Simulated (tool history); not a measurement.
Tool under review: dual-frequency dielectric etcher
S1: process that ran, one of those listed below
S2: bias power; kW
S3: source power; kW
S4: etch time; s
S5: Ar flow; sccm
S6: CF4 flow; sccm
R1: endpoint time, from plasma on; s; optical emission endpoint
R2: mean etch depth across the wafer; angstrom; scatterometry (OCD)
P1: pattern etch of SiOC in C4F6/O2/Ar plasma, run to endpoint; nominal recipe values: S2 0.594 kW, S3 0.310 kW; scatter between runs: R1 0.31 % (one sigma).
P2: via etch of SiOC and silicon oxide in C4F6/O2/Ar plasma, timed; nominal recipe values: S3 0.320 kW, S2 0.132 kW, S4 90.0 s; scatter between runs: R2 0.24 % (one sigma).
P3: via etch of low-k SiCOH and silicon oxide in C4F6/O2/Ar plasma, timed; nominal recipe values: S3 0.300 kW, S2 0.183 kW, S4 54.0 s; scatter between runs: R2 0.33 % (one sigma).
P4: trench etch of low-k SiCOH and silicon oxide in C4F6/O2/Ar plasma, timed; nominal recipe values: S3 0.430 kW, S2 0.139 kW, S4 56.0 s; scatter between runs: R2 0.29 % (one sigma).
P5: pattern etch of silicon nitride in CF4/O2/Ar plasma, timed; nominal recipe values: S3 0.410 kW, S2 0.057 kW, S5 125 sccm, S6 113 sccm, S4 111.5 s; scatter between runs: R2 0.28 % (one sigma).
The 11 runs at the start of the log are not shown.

{"run": 12, "hour": 139.5, "S1": "P4", "S2": 0.194, "S3": 0.43, "S4": 56.0, "R2": 1886.3}
{"run": 13, "hour": 148.6, "S1": "P5", "S2": 0.057, "S3": 0.55, "S4": 111.5, "S5": 125, "S6": 113, "R2": 2403.2}
{"run": 14, "hour": 157.5, "S1": "P1", "S2": 0.771, "S3": 0.31, "R1": 15.045}
{"run": 15, "hour": 168.7, "S1": "P4", "S2": 0.139, "S3": 0.43, "S4": 33.0, "R2": 1005.1}
{"run": 16, "hour": 182.0, "S1": "P1", "S2": 0.424, "S3": 0.31, "R1": 18.933}
{"run": 17, "hour": 190.9, "S1": "P3", "S2": 0.183, "S3": 0.3, "S4": 30.0, "R2": 698.39}
{"run": 18, "hour": 203.6, "S1": "P5", "S2": 0.069, "S3": 0.41, "S4": 111.5, "S5": 125, "S6": 113, "R2": 2005.5}
{"run": 19, "hour": 217.1, "S1": "P1", "S2": 0.594, "S3": 0.31, "R1": 16.716}
{"run": 20, "hour": 228.8, "S1": "P5", "S2": 0.057, "S3": 0.41, "S4": 78.5, "S5": 125, "S6": 113, "R2": 1309.1}
{"run": 21, "hour": 240.7, "S1": "P1", "S2": 0.594, "S3": 0.23, "R1": 18.599}
{"hour": 248.7, "done": "source power generator calibrated"}
{"run": 22, "hour": 248.7, "S1": "P1", "S2": 0.594, "S3": 0.42, "R1": 14.918}
{"hour": 258.3, "done": "wet clean of the chamber"}
{"run": 23, "hour": 261.5, "S1": "P3", "S2": 0.183, "S3": 0.22, "S4": 54.0, "R2": 1117.7}
{"run": 24, "hour": 273.3, "S1": "P4", "S2": 0.139, "S3": 0.31, "S4": 56.0, "R2": 1504.5}
{"run": 25, "hour": 283.4, "S1": "P2", "S2": 0.132, "S3": 0.32, "S4": 90.0, "R2": 845.22}
{"run": 26, "hour": 291.4, "S1": "P1", "S2": 0.814, "S3": 0.43, "R1": 13.101}
{"run": 27, "hour": 299.4, "S1": "P4", "S2": 0.139, "S3": 0.43, "S4": 56.0, "R2": 1696.6}
{"run": 28, "hour": 313.3, "S1": "P1", "S2": 0.594, "S3": 0.31, "R1": 16.785}
{"run": 29, "hour": 326.9, "S1": "P5", "S2": 0.057, "S3": 0.41, "S4": 111.5, "S5": 125, "S6": 83, "R2": 1796.0}
{"run": 30, "hour": 334.3, "S1": "P2", "S2": 0.132, "S3": 0.19, "S4": 90.0, "R2": 689.25}
{"run": 31, "hour": 348.7, "S1": "P3", "S2": 0.257, "S3": 0.3, "S4": 54.0, "R2": 1410.1}
{"run": 32, "hour": 358.9, "S1": "P1", "S2": 0.594, "S3": 0.31, "R1": 16.617}
{"run": 33, "hour": 371.8, "S1": "P1", "S2": 0.594, "S3": 0.31, "R1": 16.551}
{"run": 34, "hour": 384.1, "S1": "P1", "S2": 0.594, "S3": 0.31, "R1": 16.545}
{"run": 35, "hour": 394.3, "S1": "P1", "S2": 0.594, "S3": 0.31, "R1": 16.547}

Predict the results of run 36:
{"run": 36, "hour": 403.2, "S1": "P1", "S2": 0.594, "S3": 0.31, "R1": "?"}

Run 36 produced R1 16.502 s.
